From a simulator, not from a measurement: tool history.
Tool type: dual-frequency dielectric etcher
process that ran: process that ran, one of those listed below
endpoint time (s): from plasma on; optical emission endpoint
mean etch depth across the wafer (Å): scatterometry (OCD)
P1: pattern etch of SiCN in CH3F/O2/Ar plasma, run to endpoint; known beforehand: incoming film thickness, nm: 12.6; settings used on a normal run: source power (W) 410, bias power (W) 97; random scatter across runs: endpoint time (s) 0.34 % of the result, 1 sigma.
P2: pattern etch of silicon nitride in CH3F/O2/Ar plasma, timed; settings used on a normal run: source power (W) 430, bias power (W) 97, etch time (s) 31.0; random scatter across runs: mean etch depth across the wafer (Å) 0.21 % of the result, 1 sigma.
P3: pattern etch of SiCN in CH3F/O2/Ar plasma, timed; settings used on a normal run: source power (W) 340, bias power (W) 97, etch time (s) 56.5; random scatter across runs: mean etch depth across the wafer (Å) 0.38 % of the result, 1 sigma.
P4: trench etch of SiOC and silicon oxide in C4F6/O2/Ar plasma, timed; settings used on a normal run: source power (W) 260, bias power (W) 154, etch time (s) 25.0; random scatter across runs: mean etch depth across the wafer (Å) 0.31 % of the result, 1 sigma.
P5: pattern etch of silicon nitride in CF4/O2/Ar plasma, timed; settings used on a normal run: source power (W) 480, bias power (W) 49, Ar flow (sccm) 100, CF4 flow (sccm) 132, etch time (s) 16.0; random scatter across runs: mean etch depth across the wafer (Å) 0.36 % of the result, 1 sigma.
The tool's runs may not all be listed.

run	hour	process that ran	source power (W)	bias power (W)	etch time (s)	Ar flow (sccm)	CF4 flow (sccm)	hours since the last wet clean	hours since the last source power generator calibration	hours since the last bias power generator calibration	endpoint time (s)	mean etch depth across the wafer (Å)
1	12.2	P1	410	97				263.8	2133.3	723.6	29.730	
2	18.3	P4	350	154	25.0			269.9	2139.4	729.7		451.42
3	32.1	P1	410	132				283.7	2153.2	743.5	26.055	
4	40.1	P2	430	97	47.0			291.7	2161.2	751.5		388.22
5	47.8	P1	410	97				299.4	2168.9	759.2	29.556	
6	57.8	P1	410	72				309.4	2178.9	769.2	33.056	
7	69.1	P5	480	49	16.0	78	132	320.7	2190.2	780.5		311.02
8	75.9	P5	480	49	16.0	100	79	327.5	2197.0	787.3		283.68
9	84.4	P1	300	97				336.0	2205.5	795.8	32.982	
10	93.2	P4	260	154	25.0			344.8	2214.3	804.6		400.48
11	103.1	P3	340	70	56.5			354.7	2224.2	814.5		194.23
12	112.1	P5	480	38	16.0	100	132	363.7	2233.2	823.5		278.53
13	121.6	P1	310	73				373.2	2242.7	833.0	36.266	
14	130.6	P5	480	49	16.0	100	132	382.2	2251.7	842.0		301.41
15	136.9	P3	210	97	56.5			388.5	2258.0	848.3		182.86
16	143.8	P2	430	97	31.0			395.4	2264.9	855.2		255.35
# hour 150.1: wet clean of the chamber
17	153.2	P1	310	119				3.2	2274.3	864.6	30.304	
18	166.2	P4	260	211	25.0			16.2	2287.3	877.6		442.22
19	178.3	P2	510	97	31.0			28.3	2299.4	889.7		273.85
20	187.0	P3	340	97	56.5			37.0	2308.1	898.4		219.03
21	200.9	P5	480	49	23.5	100	132	50.9	2322.0	912.3		443.56
22	214.7	P1	520	97				64.7	2335.8	926.1	26.894	

Estimate the outcome of run 23 from the log above:
23	221.5	P4	260	154	34.0			71.5	2342.6	932.9		?

mean etch depth across the wafer (Å): 544.21

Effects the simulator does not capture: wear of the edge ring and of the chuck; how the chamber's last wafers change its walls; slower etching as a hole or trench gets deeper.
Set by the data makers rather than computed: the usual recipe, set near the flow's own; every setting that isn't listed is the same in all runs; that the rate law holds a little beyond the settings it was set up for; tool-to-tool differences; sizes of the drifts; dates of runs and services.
